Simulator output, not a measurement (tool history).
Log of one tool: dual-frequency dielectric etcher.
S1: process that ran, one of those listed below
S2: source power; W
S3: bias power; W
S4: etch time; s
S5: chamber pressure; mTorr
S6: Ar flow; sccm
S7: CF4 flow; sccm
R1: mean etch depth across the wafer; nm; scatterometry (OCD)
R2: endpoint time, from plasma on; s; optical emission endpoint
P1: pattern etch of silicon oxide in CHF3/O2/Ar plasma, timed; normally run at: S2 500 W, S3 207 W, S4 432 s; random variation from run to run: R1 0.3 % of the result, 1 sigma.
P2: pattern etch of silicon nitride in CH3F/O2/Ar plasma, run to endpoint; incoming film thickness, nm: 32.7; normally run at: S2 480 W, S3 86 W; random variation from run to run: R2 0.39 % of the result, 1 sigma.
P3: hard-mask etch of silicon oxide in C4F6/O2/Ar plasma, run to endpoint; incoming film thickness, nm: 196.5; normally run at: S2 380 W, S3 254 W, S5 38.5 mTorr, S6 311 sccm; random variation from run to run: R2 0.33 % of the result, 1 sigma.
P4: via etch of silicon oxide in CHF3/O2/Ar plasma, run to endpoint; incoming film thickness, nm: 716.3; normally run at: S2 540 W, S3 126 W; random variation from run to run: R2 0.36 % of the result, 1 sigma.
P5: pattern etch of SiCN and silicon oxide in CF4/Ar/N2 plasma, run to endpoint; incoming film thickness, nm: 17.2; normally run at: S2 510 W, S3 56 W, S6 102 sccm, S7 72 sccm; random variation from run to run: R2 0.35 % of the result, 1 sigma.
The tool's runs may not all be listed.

{"run": 1, "hour": 13.4, "S1": "P1", "S2": 500, "S3": 207, "S4": 432, "R1": 830.16}
{"run": 2, "hour": 24.4, "S1": "P1", "S2": 500, "S3": 207, "S4": 266.5, "R1": 511.96}
{"run": 3, "hour": 34.4, "S1": "P2", "S2": 630, "S3": 86, "R2": 37.299}
{"run": 4, "hour": 50.0, "S1": "P3", "S2": 380, "S3": 207, "S5": 38.5, "S6": 311, "R2": 62.604}
{"run": 5, "hour": 60.3, "S1": "P4", "S2": 540, "S3": 179, "R2": 377.18}
{"run": 6, "hour": 69.3, "S1": "P5", "S2": 510, "S3": 56, "S6": 102, "S7": 72, "R2": 19.316}
{"run": 7, "hour": 80.5, "S1": "P1", "S2": 690, "S3": 207, "S4": 432, "R1": 939.35}
{"run": 8, "hour": 96.5, "S1": "P1", "S2": 500, "S3": 207, "S4": 560, "R1": 1078}
{"run": 9, "hour": 108.3, "S1": "P1", "S2": 500, "S3": 207, "S4": 432, "R1": 832.91}
{"run": 10, "hour": 116.4, "S1": "P1", "S2": 500, "S3": 207, "S4": 432, "R1": 828.35}
{"run": 11, "hour": 129.3, "S1": "P5", "S2": 510, "S3": 67, "S6": 102, "S7": 72, "R2": 18.221}
{"run": 12, "hour": 143.0, "S1": "P4", "S2": 540, "S3": 126, "R2": 419.94}
{"run": 13, "hour": 160.4, "S1": "P3", "S2": 380, "S3": 254, "S5": 38.5, "S6": 250, "R2": 57.588}
{"run": 14, "hour": 175.2, "S1": "P3", "S2": 380, "S3": 254, "S5": 38.5, "S6": 311, "R2": 59.036}
{"run": 15, "hour": 184.6, "S1": "P5", "S2": 510, "S3": 56, "S6": 138, "S7": 72, "R2": 20.407}
{"hour": 189.4, "done": "bias power generator calibrated"}
{"run": 16, "hour": 194.3, "S1": "P1", "S2": 500, "S3": 207, "S4": 432, "R1": 831.77}
{"run": 17, "hour": 204.9, "S1": "P1", "S2": 500, "S3": 122, "S4": 432, "R1": 697.32}
{"run": 18, "hour": 216.1, "S1": "P2", "S2": 480, "S3": 86, "R2": 41.64}
{"run": 19, "hour": 230.7, "S1": "P1", "S2": 320, "S3": 207, "S4": 432, "R1": 701.23}
{"run": 20, "hour": 240.0, "S1": "P5", "S2": 340, "S3": 56, "S6": 102, "S7": 72, "R2": 27.587}
{"run": 21, "hour": 254.7, "S1": "P1", "S2": 500, "S3": 207, "S4": 432, "R1": 832.91}
{"run": 22, "hour": 262.8, "S1": "P5", "S2": 510, "S3": 56, "S6": 102, "S7": 72, "R2": 19.273}
{"run": 23, "hour": 280.2, "S1": "P3", "S2": 380, "S3": 254, "S5": 38.5, "S6": 311, "R2": 58.912}
{"run": 24, "hour": 295.5, "S1": "P2", "S2": 480, "S3": 112, "R2": 37.665}
{"run": 25, "hour": 306.1, "S1": "P1", "S2": 500, "S3": 261, "S4": 432, "R1": 907.4}
{"run": 26, "hour": 320.3, "S1": "P5", "S2": 510, "S3": 56, "S6": 102, "S7": 92, "R2": 18.562}
{"run": 27, "hour": 335.7, "S1": "P3", "S2": 470, "S3": 254, "S5": 38.5, "S6": 311, "R2": 54.125}
{"run": 28, "hour": 344.9, "S1": "P4", "S2": 340, "S3": 126, "R2": 504.55}
{"run": 29, "hour": 356.7, "S1": "P1", "S2": 500, "S3": 132, "S4": 611, "R1": 1014.6}
{"run": 30, "hour": 369.2, "S1": "P3", "S2": 380, "S3": 254, "S5": 47, "S6": 311, "R2": 60.256}
{"run": 31, "hour": 384.8, "S1": "P1", "S2": 500, "S3": 207, "S4": 432, "R1": 831.2}
{"run": 32, "hour": 394.1, "S1": "P1", "S2": 500, "S3": 207, "S4": 432, "R1": 829.47}
{"run": 33, "hour": 403.1, "S1": "P1", "S2": 500, "S3": 207, "S4": 432, "R1": 828.84}
{"run": 34, "hour": 413.4, "S1": "P1", "S2": 500, "S3": 207, "S4": 432, "R1": 825.83}
{"run": 35, "hour": 426.6, "S1": "P1", "S2": 500, "S3": 207, "S4": 432, "R1": 822.63}
{"run": 36, "hour": 434.1, "S1": "P1", "S2": 500, "S3": 207, "S4": 432, "R1": 822.11}
{"run": 37, "hour": 443.2, "S1": "P1", "S2": 500, "S3": 207, "S4": 432, "R1": 820.71}
{"hour": 450.9, "done": "wet clean of the chamber"}
{"run": 38, "hour": 458.4, "S1": "P1", "S2": 500, "S3": 207, "S4": 432, "R1": 820.92}
{"run": 39, "hour": 473.2, "S1": "P1", "S2": 500, "S3": 207, "S4": 432, "R1": 813.35}
{"run": 40, "hour": 481.3, "S1": "P1", "S2": 500, "S3": 207, "S4": 432, "R1": 817.16}
{"run": 41, "hour": 498.7, "S1": "P1", "S2": 500, "S3": 207, "S4": 432, "R1": 817.64}
{"run": 42, "hour": 513.4, "S1": "P1", "S2": 500, "S3": 207, "S4": 432, "R1": 816.81}

What P1 gives has crept away from where it was. These 2 causes fit the log equally well, each at the size given:
A: source power that arrives under what is set, % = 3.93
B: bias power that arrives under what is set, % = 4.26
The creep began at about hour 384.8.
Why every other cause is out:
chamber walls in a state that lowers the etch rate, %: serviced at hour 450.9, which brought nothing back

4 check runs are offered, each on 2 wafers whose results are averaged, their results left as question marks. Which one tells the causes apart?
{"run": "check 1", "hour": 528.1, "S1": "P3", "S2": 380, "S3": 254, "S5": 38.5, "S6": 267, "R2": "?"}
{"run": "check 2", "hour": 528.1, "S1": "P5", "S2": 510, "S3": 56, "S6": 125, "S7": 72, "R2": "?"}
{"run": "check 3", "hour": 528.1, "S1": "P4", "S2": 540, "S3": 176, "R2": "?"}
{"run": "check 4", "hour": 528.1, "S1": "P2", "S2": 600, "S3": 109, "R2": "?"}

What each check would give under each cause:
check=check_1 result=R2 if_A=58.818 if_B=58.785
check=check_2 result=R2 if_A=20.719 if_B=20.28
check=check_3 result=R2 if_A=383.84 if_B=383.57
check=check_4 result=R2 if_A=35.631 if_B=35.659
How far apart the two closest causes lie, in the result that separates them most: check 1 0.06 %; check 2 2.14 %; check 3 0.07 %; check 4 0.08 %
Only check 2 tells the causes apart: in the others they would give nearly the same result.

Then check 2 was run and gave: R2 20.269 s. Which cause is it?

It is B: bias power that arrives under what is set, %.

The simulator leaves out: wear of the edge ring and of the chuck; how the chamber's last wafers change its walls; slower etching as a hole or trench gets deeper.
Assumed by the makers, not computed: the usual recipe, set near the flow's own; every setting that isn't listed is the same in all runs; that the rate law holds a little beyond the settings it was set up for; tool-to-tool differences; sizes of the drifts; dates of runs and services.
